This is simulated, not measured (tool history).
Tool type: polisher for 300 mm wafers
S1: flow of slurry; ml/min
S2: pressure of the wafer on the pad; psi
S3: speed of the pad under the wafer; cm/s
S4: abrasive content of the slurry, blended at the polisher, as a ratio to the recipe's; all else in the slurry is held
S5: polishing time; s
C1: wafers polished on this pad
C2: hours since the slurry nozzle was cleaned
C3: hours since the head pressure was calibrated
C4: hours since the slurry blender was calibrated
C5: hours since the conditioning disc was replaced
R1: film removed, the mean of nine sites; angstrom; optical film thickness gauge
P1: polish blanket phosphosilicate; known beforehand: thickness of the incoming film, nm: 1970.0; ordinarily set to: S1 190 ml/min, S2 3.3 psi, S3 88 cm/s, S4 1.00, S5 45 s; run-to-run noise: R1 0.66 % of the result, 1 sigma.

run 1 hour=11.9 | S1=190 S2=3.3 S3=88 S4=1.00 S5=45 | C1=383 C2=92.9 C3=455.8 C4=205.7 C5=240.7 | R1=3929.4
run 2 hour=18.9 | S1=190 S2=3.3 S3=88 S4=0.55 S5=45 | C1=432 C2=99.9 C3=462.8 C4=212.7 C5=247.7 | R1=2886.2
run 3 hour=28.4 | S1=190 S2=2.2 S3=88 S4=1.00 S5=45 | C1=499 C2=109.4 C3=472.3 C4=222.2 C5=257.2 | R1=2657.9
run 4 hour=42.7 | S1=190 S2=3.3 S3=52 S4=1.00 S5=45 | C1=601 C2=123.7 C3=486.6 C4=236.5 C5=271.5 | R1=2593.7
run 5 hour=51.8 | S1=190 S2=3.3 S3=88 S4=1.00 S5=45 | C1=665 C2=132.8 C3=495.7 C4=245.6 C5=280.6 | R1=3961.6
run 6 hour=65.9 | S1=190 S2=3.3 S3=88 S4=1.00 S5=45 | C1=765 C2=146.9 C3=509.8 C4=259.7 C5=294.7 | R1=3972.3
run 7 hour=76.0 | S1=190 S2=3.3 S3=88 S4=1.00 S5=71 | C1=837 C2=157.0 C3=519.9 C4=269.8 C5=304.8 | R1=6210.7
run 8 hour=90.7 | S1=190 S2=3.3 S3=88 S4=1.00 S5=20 | C1=941 C2=171.7 C3=534.6 C4=284.5 C5=319.5 | R1=1756.6
run 9 hour=105.5 | S1=190 S2=3.3 S3=88 S4=1.00 S5=45 | C1=1045 C2=186.5 C3=549.4 C4=299.3 C5=334.3 | R1=3929.5
-- hour=115.8 slurry nozzle cleaned
-- hour=117.0 worn pad replaced by a new one
run 10 hour=119.3 | S1=190 S2=3.3 S3=88 S4=1.00 S5=45 | C1=16 C2=3.5 C3=563.2 C4=313.1 C5=348.1 | R1=3966.3
run 11 hour=132.8 | S1=190 S2=3.3 S3=88 S4=1.50 S5=45 | C1=112 C2=17.0 C3=576.7 C4=326.6 C5=361.6 | R1=4628.3
run 12 hour=148.3 | S1=190 S2=3.3 S3=88 S4=0.65 S5=59 | C1=222 C2=32.5 C3=592.2 C4=342.1 C5=377.1 | R1=4109.7
run 13 hour=161.8 | S1=115 S2=3.3 S3=88 S4=1.00 S5=45 | C1=317 C2=46.0 C3=605.7 C4=355.6 C5=390.6 | R1=3635.6
run 14 hour=174.7 | S1=190 S2=3.3 S3=124 S4=1.00 S5=45 | C1=409 C2=58.9 C3=618.6 C4=368.5 C5=403.5 | R1=5195.6
run 15 hour=185.0 | S1=255 S2=3.3 S3=88 S4=1.00 S5=45 | C1=481 C2=69.2 C3=628.9 C4=378.8 C5=413.8 | R1=4060.5
run 16 hour=198.3 | S1=190 S2=5.2 S3=88 S4=1.00 S5=45 | C1=576 C2=82.5 C3=642.2 C4=392.1 C5=427.1 | R1=6171.2
run 17 hour=208.4 | S1=190 S2=3.3 S3=88 S4=1.00 S5=45 | C1=647 C2=92.6 C3=652.3 C4=402.2 C5=437.2 | R1=3922.8
run 18 hour=218.1 | S1=190 S2=3.3 S3=88 S4=1.00 S5=45 | C1=716 C2=102.3 C3=662.0 C4=411.9 C5=446.9 | R1=3885.7
run 19 hour=229.1 | S1=190 S2=3.3 S3=88 S4=1.00 S5=45 | C1=794 C2=113.3 C3=673.0 C4=422.9 C5=457.9 | R1=3804.4
run 20 hour=241.9 | S1=190 S2=3.3 S3=88 S4=1.00 S5=45 | C1=884 C2=126.1 C3=685.8 C4=435.7 C5=470.7 | R1=3672.8
run 21 hour=249.7 | S1=190 S2=3.3 S3=88 S4=1.00 S5=45 | C1=940 C2=133.9 C3=693.6 C4=443.5 C5=478.5 | R1=3659.2
-- hour=257.1 worn pad replaced by a new one
-- hour=263.7 slurry nozzle cleaned
run 22 hour=264.8 | S1=190 S2=3.3 S3=88 S4=1.00 S5=45 | C1=55 C2=1.1 C3=708.7 C4=458.6 C5=493.6 | R1=3595.4
-- hour=265.8 conditioning disc replaced and pad reconditioned
run 23 hour=276.2 | S1=190 S2=3.3 S3=88 S4=1.00 S5=45 | C1=135 C2=12.5 C3=720.1 C4=470.0 C5=10.5 | R1=3575.0
run 24 hour=286.6 | S1=190 S2=3.3 S3=88 S4=1.00 S5=45 | C1=209 C2=22.9 C3=730.5 C4=480.4 C5=20.9 | R1=3562.6
run 25 hour=294.4 | S1=190 S2=3.3 S3=88 S4=1.00 S5=45 | C1=264 C2=30.7 C3=738.3 C4=488.2 C5=28.7 | R1=3587.2

The output of P1 has drifted from where it used to be. Each of the 2 causes below, taken at the size shown beside it, accounts for the log equally well:
A: abrasive missing from the slurry, % = 19.6
B: head's pressure below its setpoint, % = 9.96
The drift started at roughly hour 218.1.
Each remaining cause and why it is not a fit:
removal rate lost through wear of the pad, %: was serviced at hour 257.1, once the creep was under way, yet the earlier output never came back
slurry flow missing at the pad, %: was serviced at hour 263.7, once the creep was under way, yet the earlier output never came back
time polished since the conditioner stopped cutting, s: was serviced at hour 265.8, once the creep was under way, yet the earlier output never came back

Of the 4 check runs below, each run on 3 wafers with the results averaged and each result still a question mark, which one would tell the listed causes apart?
run check 1 hour=302.2 | S1=190 S2=3.3 S3=56 S4=1.00 S5=20 | R1=?
run check 2 hour=302.2 | S1=230 S2=3.3 S3=88 S4=1.00 S5=45 | R1=?
run check 3 hour=302.2 | S1=155 S2=4.0 S3=88 S4=1.00 S5=45 | R1=?
run check 4 hour=302.2 | S1=190 S2=3.3 S3=120 S4=0.60 S5=45 | R1=?

If the cause were each of the candidates in turn, the checks would give the following:
check=check_1 result=R1 if_A=1098.9 if_B=1099.1
check=check_2 result=R1 if_A=3636.3 if_B=3636.9
check=check_3 result=R1 if_A=4171.0 if_B=4171.8
check=check_4 result=R1 if_A=3396.6 if_B=3491.8
Gap, in per cent, between the two causes that each check separates least, read from the result that separates them most: check 1 0.02 %; check 2 0.02 %; check 3 0.02 %; check 4 2.76 %
Check 4 distinguishes between the causes, while the remaining checks would return nearly the same result for all of them.

Running check 4 produced the following: R1 3400.0 angstrom. Which one of the listed causes fits?

Of the candidate causes, it is A: abrasive missing from the slurry, %.
